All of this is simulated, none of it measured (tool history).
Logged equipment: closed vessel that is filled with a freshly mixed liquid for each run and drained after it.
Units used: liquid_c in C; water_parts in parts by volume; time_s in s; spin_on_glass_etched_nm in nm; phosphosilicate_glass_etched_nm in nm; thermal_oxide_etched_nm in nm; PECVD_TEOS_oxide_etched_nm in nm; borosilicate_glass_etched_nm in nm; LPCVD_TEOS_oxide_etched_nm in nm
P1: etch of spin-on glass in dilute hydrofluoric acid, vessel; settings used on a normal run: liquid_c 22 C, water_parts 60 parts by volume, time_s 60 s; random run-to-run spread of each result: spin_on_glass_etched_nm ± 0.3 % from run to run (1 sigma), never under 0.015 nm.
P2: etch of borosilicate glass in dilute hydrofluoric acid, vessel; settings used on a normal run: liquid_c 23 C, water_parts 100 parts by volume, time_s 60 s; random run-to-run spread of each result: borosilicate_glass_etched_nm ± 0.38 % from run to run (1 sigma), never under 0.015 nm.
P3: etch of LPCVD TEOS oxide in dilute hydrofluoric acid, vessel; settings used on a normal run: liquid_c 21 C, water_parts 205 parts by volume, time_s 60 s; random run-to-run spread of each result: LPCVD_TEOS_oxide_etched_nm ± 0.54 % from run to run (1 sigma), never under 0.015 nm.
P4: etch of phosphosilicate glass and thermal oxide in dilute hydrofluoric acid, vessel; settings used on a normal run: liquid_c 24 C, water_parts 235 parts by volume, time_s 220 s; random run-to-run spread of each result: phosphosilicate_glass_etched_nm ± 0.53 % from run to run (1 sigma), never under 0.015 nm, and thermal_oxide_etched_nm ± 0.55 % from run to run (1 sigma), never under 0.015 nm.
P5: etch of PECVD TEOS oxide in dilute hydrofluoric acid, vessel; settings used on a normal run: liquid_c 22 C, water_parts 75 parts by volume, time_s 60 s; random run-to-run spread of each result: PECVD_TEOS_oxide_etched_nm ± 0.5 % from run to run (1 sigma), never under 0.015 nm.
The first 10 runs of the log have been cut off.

run     day  process  liquid_c  water_parts  time_s  hours since the thermometer was replaced  hours since the hydrofluoric acid flow meter was replaced  spin_on_glass_etched_nm  phosphosilicate_glass_etched_nm  thermal_oxide_etched_nm  PECVD_TEOS_oxide_etched_nm  borosilicate_glass_etched_nm  LPCVD_TEOS_oxide_etched_nm
 11   5.104       P1        18           60      60                                     567.9                                                      661.3                   45.012
 12     5.5       P5        22           75      60                                     577.4                                                      670.8                                                                                                         17.948
 13   5.958       P1        22           60      30                                     588.4                                                      681.8                   26.454
 14   6.504       P2        23          100      30                                     601.5                                                      694.9                                                                                                                                       11.171
 15   6.975       P3        29          205      60                                     612.8                                                      706.2                                                                                                                                                                   16.888
 16   7.454       P3        21          205      30                                     624.3                                                      717.7                                                                                                                                                                   6.4324
 17   8.071       P1        29           60      60                                     639.1                                                      732.5                    70.19
 18   8.396       P5        22           75     110                                     646.9                                                      740.3                                                                                                         32.817
 19   9.004       P3        21          205      60                                     661.5                                                      754.9                                                                                                                                                                   12.839
 20   9.579       P2        23          155      60                                     675.3                                                      768.7                                                                                                                                       13.567
 21  10.017       P2        23          100      60                                     685.8                                                      779.2                                                                                                                                       22.418
 22  10.458       P1        22           60      60                                     696.4                                                      789.8                   53.102
 23  10.896       P1        22           60      60                                     706.9                                                      800.3                   53.211
 24  11.458       P1        22           60      60                                     720.4                                                      813.8                   53.149
 25  11.829       P2        17          100      60                                     729.3                                                      822.7                                                                                                                                       17.363

Estimate the outcome of run 26 from the log above:
 26  12.112       P1        29          105      60                                     736.1                                                      829.5                        ?

spin_on_glass_etched_nm: 37.738 nm
